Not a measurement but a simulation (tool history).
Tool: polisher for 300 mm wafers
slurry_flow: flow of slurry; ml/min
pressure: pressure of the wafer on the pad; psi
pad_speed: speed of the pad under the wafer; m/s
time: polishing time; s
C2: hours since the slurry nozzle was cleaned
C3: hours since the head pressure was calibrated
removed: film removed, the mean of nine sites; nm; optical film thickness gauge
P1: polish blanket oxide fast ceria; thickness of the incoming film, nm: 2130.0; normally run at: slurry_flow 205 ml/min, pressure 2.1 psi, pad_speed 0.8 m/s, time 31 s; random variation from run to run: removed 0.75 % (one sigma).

{"run": 1, "day": 0.108, "slurry_flow": 205, "pressure": 2.1, "pad_speed": 0.8, "time": 31, "wafers polished on this pad": 318, "C2": 59, "C3": 107.6, "removed": 248.82}
{"run": 2, "day": 0.275, "slurry_flow": 205, "pressure": 3, "pad_speed": 0.8, "time": 31, "wafers polished on this pad": 346, "C2": 63, "C3": 111.6, "removed": 351.63}
{"run": 3, "day": 0.396, "slurry_flow": 205, "pressure": 2.1, "pad_speed": 0.8, "time": 31, "wafers polished on this pad": 366, "C2": 65.9, "C3": 114.5, "removed": 246.21}
{"run": 4, "day": 0.5, "slurry_flow": 205, "pressure": 2.1, "pad_speed": 0.8, "time": 31, "wafers polished on this pad": 384, "C2": 68.4, "C3": 117, "removed": 249.75}
{"run": 5, "day": 0.667, "slurry_flow": 125, "pressure": 2.1, "pad_speed": 0.8, "time": 31, "wafers polished on this pad": 412, "C2": 72.4, "C3": 121, "removed": 230.87}
{"run": 6, "day": 0.754, "slurry_flow": 305, "pressure": 2.1, "pad_speed": 1.02, "time": 31, "wafers polished on this pad": 426, "C2": 74.5, "C3": 123.1, "removed": 328.94}
{"run": 7, "day": 0.929, "slurry_flow": 205, "pressure": 2.1, "pad_speed": 0.56, "time": 31, "wafers polished on this pad": 456, "C2": 78.7, "C3": 127.3, "removed": 174.1}
{"run": 8, "day": 1.033, "slurry_flow": 270, "pressure": 2.1, "pad_speed": 0.8, "time": 31, "wafers polished on this pad": 473, "C2": 81.2, "C3": 129.8, "removed": 253.85}
{"run": 9, "day": 1.154, "slurry_flow": 205, "pressure": 2.1, "pad_speed": 1.16, "time": 31, "wafers polished on this pad": 494, "C2": 84.1, "C3": 132.7, "removed": 357.65}
{"run": 10, "day": 1.325, "slurry_flow": 205, "pressure": 2.1, "pad_speed": 0.8, "time": 31, "wafers polished on this pad": 522, "C2": 88.2, "C3": 136.8, "removed": 249.64}
{"run": 11, "day": 1.438, "slurry_flow": 205, "pressure": 1.1, "pad_speed": 0.8, "time": 31, "wafers polished on this pad": 541, "C2": 90.9, "C3": 139.5, "removed": 130.2}
{"day": 1.446, "done": "worn pad replaced by a new one"}
{"run": 12, "day": 1.596, "slurry_flow": 205, "pressure": 2.1, "pad_speed": 0.8, "time": 40, "wafers polished on this pad": 25, "C2": 94.7, "C3": 143.3, "removed": 321.04}
{"run": 13, "day": 1.712, "slurry_flow": 205, "pressure": 2.1, "pad_speed": 0.8, "time": 31, "wafers polished on this pad": 44, "C2": 97.5, "C3": 146.1, "removed": 248.76}
{"run": 14, "day": 1.825, "slurry_flow": 205, "pressure": 2.1, "pad_speed": 0.8, "time": 17, "wafers polished on this pad": 63, "C2": 100.2, "C3": 148.8, "removed": 135.29}
{"run": 15, "day": 1.988, "slurry_flow": 205, "pressure": 2.1, "pad_speed": 0.8, "time": 31, "wafers polished on this pad": 91, "C2": 104.1, "C3": 152.7, "removed": 248.3}
{"run": 16, "day": 2.075, "slurry_flow": 205, "pressure": 2.1, "pad_speed": 0.8, "time": 31, "wafers polished on this pad": 105, "C2": 106.2, "C3": 154.8, "removed": 248.96}
{"run": 17, "day": 2.162, "slurry_flow": 205, "pressure": 2.1, "pad_speed": 0.8, "time": 31, "wafers polished on this pad": 120, "C2": 108.3, "C3": 156.9, "removed": 247.24}
{"run": 18, "day": 2.333, "slurry_flow": 205, "pressure": 2.1, "pad_speed": 0.8, "time": 31, "wafers polished on this pad": 149, "C2": 112.4, "C3": 161, "removed": 238.48}
{"run": 19, "day": 2.438, "slurry_flow": 205, "pressure": 2.1, "pad_speed": 0.8, "time": 31, "wafers polished on this pad": 166, "C2": 114.9, "C3": 163.5, "removed": 238.46}
{"run": 20, "day": 2.567, "slurry_flow": 205, "pressure": 2.1, "pad_speed": 0.8, "time": 31, "wafers polished on this pad": 188, "C2": 118, "C3": 166.6, "removed": 232.2}
{"day": 2.579, "done": "worn pad replaced by a new one"}
{"run": 21, "day": 2.688, "slurry_flow": 205, "pressure": 2.1, "pad_speed": 0.8, "time": 31, "wafers polished on this pad": 18, "C2": 120.9, "C3": 169.5, "removed": 228.43}

The next listed run, before its measurement:
{"run": 22, "day": 2.804, "slurry_flow": 205, "pressure": 2.1, "pad_speed": 0.8, "time": 31, "wafers polished on this pad": 37, "C2": 123.7, "C3": 172.3, "removed": "?"}

Run 22 gave removed 231.16 nm.

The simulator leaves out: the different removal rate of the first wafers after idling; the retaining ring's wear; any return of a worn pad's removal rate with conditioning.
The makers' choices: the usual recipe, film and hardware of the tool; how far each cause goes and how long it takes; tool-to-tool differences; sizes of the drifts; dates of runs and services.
